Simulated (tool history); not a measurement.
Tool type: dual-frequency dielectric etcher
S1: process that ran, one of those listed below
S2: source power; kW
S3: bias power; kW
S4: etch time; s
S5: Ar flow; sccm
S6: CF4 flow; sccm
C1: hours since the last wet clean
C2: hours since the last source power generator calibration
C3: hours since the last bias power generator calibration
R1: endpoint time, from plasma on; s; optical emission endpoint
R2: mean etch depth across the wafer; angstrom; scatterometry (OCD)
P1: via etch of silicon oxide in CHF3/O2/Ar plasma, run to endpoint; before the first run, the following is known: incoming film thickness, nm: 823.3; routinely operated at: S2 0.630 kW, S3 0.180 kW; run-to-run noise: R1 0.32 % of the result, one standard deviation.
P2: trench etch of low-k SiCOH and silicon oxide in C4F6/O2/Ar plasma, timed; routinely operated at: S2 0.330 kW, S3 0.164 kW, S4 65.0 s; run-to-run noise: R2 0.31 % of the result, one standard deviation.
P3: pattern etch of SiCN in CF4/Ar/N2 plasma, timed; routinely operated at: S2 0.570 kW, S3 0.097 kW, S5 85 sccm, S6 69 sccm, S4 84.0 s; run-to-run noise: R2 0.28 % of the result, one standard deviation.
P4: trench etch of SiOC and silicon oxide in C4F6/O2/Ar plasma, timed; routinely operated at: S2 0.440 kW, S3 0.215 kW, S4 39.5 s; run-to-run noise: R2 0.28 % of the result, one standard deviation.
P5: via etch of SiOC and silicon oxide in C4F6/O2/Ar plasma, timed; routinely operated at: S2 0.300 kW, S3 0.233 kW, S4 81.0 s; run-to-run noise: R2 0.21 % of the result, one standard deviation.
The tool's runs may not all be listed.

run     day  S1     S2     S3     S4  S5  S6     C1      C2      C3      R1       R2
  1   0.529  P1  0.630  0.180                 221.4   622.2  2155.1  414.09
  2   1.000  P4  0.620  0.215   39.5          232.7   633.5  2166.4           981.69
  3   1.504  P3  0.340  0.097   84.0  85  69  244.8   645.6  2178.5           634.99
  4   1.867  P3  0.570  0.061   84.0  85  69  253.5   654.3  2187.2           862.25
  5   2.279  P1  0.470  0.180                 263.4   664.2  2197.1  466.37
  6   2.717  P1  0.630  0.180                 273.9   674.7  2207.6  414.57
  7   3.229  P1  0.490  0.143                 286.2   687.0  2219.9  493.58
  8   3.721  P2  0.330  0.221   65.0          298.0   698.8  2231.7          2082.10
  9   4.104  P1  0.420  0.237                 307.2   708.0  2240.9  440.19
 10   4.429  P4  0.440  0.262   39.5          315.0   715.8  2248.7           915.65
 11   4.808  P5  0.190  0.233   81.0          324.1   724.9  2257.8           793.27
 12   5.138  P5  0.300  0.233   81.0          332.0   732.8  2265.7           941.66
 13   5.679  P1  0.760  0.180                 345.0   745.8  2278.7  386.46
 14   6.246  P3  0.570  0.097   84.0  85  98  358.6   759.4  2292.3          1050.00
 15   6.717  P1  0.630  0.253                 369.9   770.7  2303.6  366.48
 16   7.088  P1  0.630  0.180                 378.8   779.6  2312.5  414.94
 17   7.467  P2  0.420  0.164   65.0          387.9   788.7  2321.6          2075.50
 18   7.988  P4  0.440  0.215   59.0          400.4   801.2  2334.1          1282.50
 19   8.533  P3  0.570  0.097  104.5  85  69  413.5   814.3  2347.2          1246.50
 20   8.946  P2  0.330  0.164   65.0          423.4   824.2  2357.1          1900.60
 21   9.354  P4  0.440  0.215   39.5          433.2   834.0  2366.9           859.48
 22   9.921  P1  0.630  0.180                 446.8   847.6  2380.5  413.20
 23  10.488  P1  0.630  0.107                 460.4   861.2  2394.1  490.40
 24  10.917  P5  0.300  0.233  108.5          470.7   871.5  2404.4          1258.60
 25  11.208  P3  0.570  0.097   84.0  61  69  477.7   878.5  2411.4          1044.20
 26  11.779  P1  0.630  0.180                 491.4   892.2  2425.1  414.26
 27  12.167  P2  0.330  0.164   65.0          500.7   901.5  2434.4          1891.50
     12.446  -- wet clean of the chamber
 28  12.683  P4  0.440  0.215   39.5            5.7   913.9  2446.8           856.64
 29  13.225  P1  0.630  0.180                  18.7   926.9  2459.8  412.96
 30  13.775  P3  0.570  0.097   84.0  85  69   31.9   940.1  2473.0          1000.50
 31  14.167  P2  0.330  0.164   80.0           41.3   949.5  2482.4          2323.40
 32  14.633  P5  0.300  0.308   81.0           52.5   960.7  2493.6          1034.50
 33  14.950  P1  0.630  0.180                  60.1   968.3  2501.2  413.32
 34  15.325  P1  0.630  0.180                  69.1   977.3  2510.2  413.63
 35  15.800  P1  0.630  0.180                  80.5   988.7  2521.6  409.94
 36  16.350  P1  0.630  0.180                  93.7  1001.9  2534.8  406.23
 37  16.783  P1  0.630  0.180                 104.1  1012.3  2545.2  408.45
 38  17.238  P1  0.630  0.180                 115.0  1023.2  2556.1  408.41
 39  17.571  P1  0.630  0.180                 123.0  1031.2  2564.1  409.28
     18.008  -- wet clean of the chamber
 40  18.125  P1  0.630  0.180                   2.9  1044.5  2577.4  407.06
 41  18.521  P1  0.630  0.180                  12.4  1054.0  2586.9  407.82
 42  18.875  P1  0.630  0.180                  20.9  1062.5  2595.4  408.44
 43  19.354  P1  0.630  0.180                  32.4  1074.0  2606.9  411.47

Compared with where it was, what P1 gives has crept away. Each cause listed below fits the log as well as the rest, at the size given for it:
A: source power that arrives over what is set, % = 4.25
B: bias power that arrives over what is set, % = 4.85
The process output started creeping at around day 14.950.
What rules out each remaining cause:
chamber walls in a state that raises the etch rate, %: serviced at day 18.008, which brought nothing back

The check runs listed below each take one wafer, and their results are still question marks. Under which run would the listed causes lead to clearly different results?
check 1  19.833  P4  0.620  0.215   46.0                           ?
check 2  19.833  P5  0.300  0.278  103.0                           ?
check 3  19.833  P2  0.400  0.164   77.0                           ?
check 4  19.833  P3  0.570  0.097   84.0  85  90                   ?

Expected result of each check under each candidate cause:
  check  result     if A     if B
check 1      R2  1158.40  1157.20
check 2      R2  1290.00  1291.60
check 3      R2  2456.00  2452.10
check 4      R2  1075.30  1053.70
Per-check spread between the two closest causes, in the result where they differ most: check 1 0.1 %; check 2 0.12 %; check 3 0.16 %; check 4 2.03 %
Only in check 4 would the causes give clearly different results; in the remaining checks their results would be nearly the same.

Check 4 has now been run. It gave: R2 1052.80 angstrom. Which of the candidate causes is it?

B is the cause: bias power that arrives over what is set, %.
